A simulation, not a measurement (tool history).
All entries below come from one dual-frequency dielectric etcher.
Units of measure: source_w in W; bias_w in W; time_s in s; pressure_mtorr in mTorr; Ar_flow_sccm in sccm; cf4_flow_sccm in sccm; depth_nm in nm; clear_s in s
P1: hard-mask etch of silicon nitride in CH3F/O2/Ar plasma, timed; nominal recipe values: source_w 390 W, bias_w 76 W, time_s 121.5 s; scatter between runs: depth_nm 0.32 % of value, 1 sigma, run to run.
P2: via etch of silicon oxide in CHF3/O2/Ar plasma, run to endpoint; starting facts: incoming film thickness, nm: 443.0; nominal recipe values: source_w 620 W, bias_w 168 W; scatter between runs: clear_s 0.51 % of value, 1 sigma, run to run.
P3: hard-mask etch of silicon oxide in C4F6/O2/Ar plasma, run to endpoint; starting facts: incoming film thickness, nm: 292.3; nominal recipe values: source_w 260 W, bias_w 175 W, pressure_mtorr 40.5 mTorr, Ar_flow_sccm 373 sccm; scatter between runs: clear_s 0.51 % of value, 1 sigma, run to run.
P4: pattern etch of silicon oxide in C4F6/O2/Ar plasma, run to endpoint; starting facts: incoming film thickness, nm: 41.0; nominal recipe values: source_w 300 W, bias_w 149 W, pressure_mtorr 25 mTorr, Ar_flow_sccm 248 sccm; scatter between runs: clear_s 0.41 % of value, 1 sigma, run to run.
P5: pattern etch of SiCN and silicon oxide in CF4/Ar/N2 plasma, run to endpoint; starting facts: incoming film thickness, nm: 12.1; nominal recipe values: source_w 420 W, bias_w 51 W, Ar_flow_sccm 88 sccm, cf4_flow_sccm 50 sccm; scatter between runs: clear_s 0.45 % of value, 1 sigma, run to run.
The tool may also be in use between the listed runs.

run   hour  process  source_w  bias_w  time_s  pressure_mtorr  Ar_flow_sccm  cf4_flow_sccm  hours since the last wet clean  hours since the last source power generator calibration  hours since the last bias power generator calibration  depth_nm  clear_s
  1    6.2       P1       390      76   121.5                                                                        173.8                                                   1050.8                                                 1579.7    81.301
  2   10.6       P3       260     242                    40.5           373                                          178.2                                                   1055.2                                                 1584.1             105.87
  3   13.9       P3       260     175                    40.5           442                                          181.5                                                   1058.5                                                 1587.4              121.2
  4   19.7       P4       300     149                      35           248                                          187.3                                                   1064.3                                                 1593.2              15.64
  5   22.7       P1       390      76    87.5                                                                        190.3                                                   1067.3                                                 1596.2    58.485
  6   26.9       P1       390      76   121.5                                                                        194.5                                                   1071.5                                                 1600.4    81.019
  7   32.9       P1       290      76   121.5                                                                        200.5                                                   1077.5                                                 1606.4    72.735
  8   39.3       P2       830     168                                                                                206.9                                                   1083.9                                                 1612.8             196.62
  9   45.7       P5       420      65                                    88             50                           213.3                                                   1090.3                                                 1619.2             16.337
 10   48.9       P1       390      90   121.5                                                                        216.5                                                   1093.5                                                 1622.4    86.094
 11   54.6       P2       620     168                                                                                222.2                                                   1099.2                                                 1628.1             221.84
 12   60.8       P3       260     175                    56.5           373                                          228.4                                                   1105.4                                                 1634.3             122.63
 13     67       P1       390      76   121.5                                                                        234.6                                                   1111.6                                                 1640.5    81.075
 14   71.7       P2       620     168                                                                                239.3                                                   1116.3                                                 1645.2             220.74
 15     75       P4       300     149                      25           248                                          242.6                                                   1119.6                                                 1648.5             14.943
      76.3  -- wet clean of the chamber
      77.8  -- source power generator calibrated
 16   80.2       P1       390      76   121.5                                                                          3.9                                                      2.5                                                 1653.7    81.391
 17   85.5       P1       510      76   121.5                                                                          9.2                                                      7.8                                                   1659    90.237
 18   89.9       P4       300     200                      25           248                                           13.6                                                     12.2                                                 1663.4             13.563
 19     93       P5       580      51                                    88             50                            16.7                                                     15.3                                                 1666.5             13.307
 20     96       P5       420      51                                    88             68                            19.7                                                     18.3                                                 1669.5             16.833
 21   99.7       P3       260     175                    40.5           373                                           23.4                                                       22                                                 1673.2             119.08
 22  104.3       P4       300     149                      25           248                                             28                                                     26.6                                                 1677.8             14.901
 23    111       P1       390      76   121.5                                                                         34.7                                                     33.3                                                 1684.5    81.085
 24  114.7       P1       250      76     150                                                                         38.4                                                       37                                                 1688.2    84.731
 25  119.8       P1       390      60   121.5                                                                         43.5                                                     42.1                                                 1693.3    74.954
 26  125.6       P2       620     118                                                                                 49.3                                                     47.9                                                 1699.1             244.66
 27  129.7       P5       420      51                                   107             50                            53.4                                                       52                                                 1703.2             18.497
 28    133       P1       390      76     152                                                                         56.7                                                     55.3                                                 1706.5     101.8
 29    136       P5       420      51                                    88             50                            59.7                                                     58.3                                                 1709.5             17.681
 30  139.3       P1       390      76   121.5                                                                           63                                                     61.6                                                 1712.8    81.628
 31  144.3       P4       300     149                      25           343                                             68                                                     66.6                                                 1717.8             15.388
 32  150.8       P3       260     175                    40.5           373                                           74.5                                                     73.1                                                 1724.3             119.02
 33  154.2       P3       170     175                    40.5           373                                           77.9                                                     76.5                                                 1727.7              140.2
 34  160.1       P4       170     149                      25           248                                           83.8                                                     82.4                                                 1733.6             18.781
 35  166.8       P1       390      76   121.5                                                                         90.5                                                     89.1                                                 1740.3    81.394
 36    170       P1       390      76   121.5                                                                         93.7                                                     92.3                                                 1743.5    80.966
 37  176.5       P1       390      76   121.5                                                                        100.2                                                     98.8                                                   1750    80.359
 38  182.6       P1       390      76   121.5                                                                        106.3                                                    104.9                                                 1756.1    80.245
 39    188       P1       390      76   121.5                                                                        111.7                                                    110.3                                                 1761.5    80.472
 40  191.3       P1       390      76   121.5                                                                          115                                                    113.6                                                 1764.8    80.262
 41  194.6       P1       390      76   121.5                                                                        118.3                                                    116.9                                                 1768.1    79.846
 42  198.5       P1       390      76   121.5                                                                        122.2                                                    120.8                                                   1772    80.144
     201.3  -- wet clean of the chamber
 43  203.8       P1       390      76   121.5                                                                          2.6                                                    126.1                                                 1777.3    80.357
 44  207.8       P1       390      76   121.5                                                                          6.6                                                    130.1                                                 1781.3    79.956
 45  213.6       P1       390      76   121.5                                                                         12.4                                                    135.9                                                 1787.1    80.173

P1 no longer gives what it gave before; its output has crept away from where it was. The following 2 causes, each at its listed size, fit the log equally well:
A: source power that arrives under what is set, % = 4.09
B: bias power that arrives under what is set, % = 4.45
The creep began at about hour 166.8.
The rest of the possible causes, and what rules out each one:
chamber walls in a state that lowers the etch rate, %: serviced at hour 201.3, after the drift had started, without restoring the earlier output

Which of the check runs below tells the causes apart, meaning the causes would give it clearly different results? Each run uses 2 wafers whose results are averaged, and each result is shown as a question mark.
check 1  219.4       P3       260     233                    56.5           373                                                                                                                                                                                 ?
check 2  219.4       P4       170     181                      25           248                                                                                                                                                                                 ?
check 3  219.4       P2       830     124                                                                                                                                                                                                                       ?
check 4  219.4       P5       420      51                                    88             61                                                                                                                                                                  ?

Check results expected under each cause:
  check   result    if A    if B
check 1  clear_s  114.24   114.2
check 2  clear_s  17.799  17.786
check 3  clear_s  219.25  218.63
check 4  clear_s  17.827  17.422
Per-check spread between the two closest causes, in the result where they differ most: check 1 0.03 %; check 2 0.07 %; check 3 0.28 %; check 4 2.3 %
Only in check 4 would the causes give clearly different results; in the remaining checks their results would be nearly the same.

Running check 4 produced the following: clear_s 17.771 s. Which one of the listed causes fits?

A is the cause: source power that arrives under what is set, %.
